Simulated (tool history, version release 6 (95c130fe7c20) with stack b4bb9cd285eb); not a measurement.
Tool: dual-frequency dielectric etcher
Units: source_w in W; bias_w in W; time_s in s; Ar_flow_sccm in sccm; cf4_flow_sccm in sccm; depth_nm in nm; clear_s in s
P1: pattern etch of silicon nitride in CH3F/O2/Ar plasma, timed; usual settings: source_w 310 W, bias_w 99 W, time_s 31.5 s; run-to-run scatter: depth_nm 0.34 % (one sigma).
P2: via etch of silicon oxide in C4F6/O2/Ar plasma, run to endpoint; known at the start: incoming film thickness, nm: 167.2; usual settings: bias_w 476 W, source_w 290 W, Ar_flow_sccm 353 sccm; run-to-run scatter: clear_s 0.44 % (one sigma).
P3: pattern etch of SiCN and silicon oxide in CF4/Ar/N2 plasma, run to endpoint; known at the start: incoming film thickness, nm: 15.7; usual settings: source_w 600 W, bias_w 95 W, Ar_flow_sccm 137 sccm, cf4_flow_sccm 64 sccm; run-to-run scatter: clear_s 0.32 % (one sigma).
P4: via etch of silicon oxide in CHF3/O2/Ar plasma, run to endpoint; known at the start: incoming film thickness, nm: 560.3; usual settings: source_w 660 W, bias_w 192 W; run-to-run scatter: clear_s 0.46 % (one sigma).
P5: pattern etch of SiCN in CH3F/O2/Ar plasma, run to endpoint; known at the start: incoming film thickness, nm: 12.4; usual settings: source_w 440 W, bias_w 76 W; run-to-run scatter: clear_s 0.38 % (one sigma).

run   hour  process  source_w  bias_w  time_s  Ar_flow_sccm  cf4_flow_sccm  depth_nm  clear_s
  1     10       P1       310      99    31.5                                 22.077
  2   17.8       P3       600      95                   137             64             13.647
  3   29.3       P1       310      99    31.5                                 22.074
  4   37.2       P4       660     192                                                  264.89
  5   43.1       P1       390      99    31.5                                 23.949
      45.2  -- bias power generator calibrated
  6     53       P1       310      99    45.5                                 31.981
  7   66.1       P1       310      99    31.5                                 22.083
  8   72.9       P1       310      60    37.5                                 22.124
  9   78.9       P2       290     476                   353                            41.669
 10   88.8       P5       440     103                                                  27.592
 11   95.9       P5       440      76                                                  30.904
 12  108.2       P2       360     476                   353                              38.3
 13  114.6       P1       310      99    31.5                                 22.088
 14  122.8       P3       600      95                   175             64             14.197
 15  135.6       P4       530     192                                                  289.57
 16  143.6       P3       710      95                   137             64             11.845
 17  150.5       P1       250      99    31.5                                 20.489
 18  161.3       P4       660     138                                                  297.39
     169.8  -- wet clean of the chamber
 19  170.8       P2       290     476                   288                             40.46
 20  178.4       P1       310     131    31.5                                 24.456
 21  191.4       P4       660     192                                                   266.4
 22  204.2       P1       310      99    31.5                                 22.153
 23    212       P2       290     342                   353                            46.982
 24  218.9       P2       290     476                   353                            42.211
 25    232       P5       350      76                                                  33.609
 26  239.3       P1       310      99    18.5                                 12.982
 27  245.5       P3       600     127                   137             64             12.258
 28  256.7       P1       310      70    31.5                                 19.552
 29  269.1       P1       310      99    31.5                                  22.11
 30  278.1       P3       600      95                   137             82             13.228
 31  284.3       P1       310      99    31.5                                 22.153
 32  294.6       P1       310      99    31.5                                 21.979
 33  305.3       P1       310      99    31.5                                 21.863
 34  314.4       P1       310      99    31.5                                 21.796
     321.9  -- wet clean of the chamber
 35  324.6       P1       310      99    31.5                                  21.88
 36  335.3       P1       310      99    31.5                                 21.824
 37  344.5       P1       310      99    31.5                                 21.865
 38    354       P1       310      99    31.5                                 21.793
 39  364.4       P1       310      99    31.5                                 21.784
 40  370.6       P1       310      99    31.5                                 21.762

What P1 gives has crept away from where it was. These 2 causes fit the log equally well, each at the size given:
A: bias power that arrives under what is set, % = 4.46
B: source power that arrives under what is set, % = 4.46
The creep began at about hour 284.3.
Why every other cause is out:
chamber walls in a state that lowers the etch rate, %: serviced at hour 321.9, which brought nothing back

4 check runs are offered, one wafer each, their results left as question marks. Which one tells the causes apart?
check 1  376.8       P3       600      95                   137             64                  ?
check 2  376.8       P4       660     192                                                       ?
check 3  376.8       P5       440      76                                                       ?
check 4  376.8       P2       290     476                   353                                 ?

What each check would give under each cause:
  check   result    if A    if B
check 1  clear_s  13.931  14.253
check 2  clear_s  270.69  271.25
check 3  clear_s  31.292  31.323
check 4  clear_s  42.554  42.538
How far apart the two closest causes lie, in the result that separates them most: check 1 2.28 %; check 2 0.2 %; check 3 0.1 %; check 4 0.04 %
Only check 1 tells the causes apart: in the others they would give nearly the same result.

Then check 1 was run and gave: clear_s 13.922 s. Which cause is it?

It is A: bias power that arrives under what is set, %.
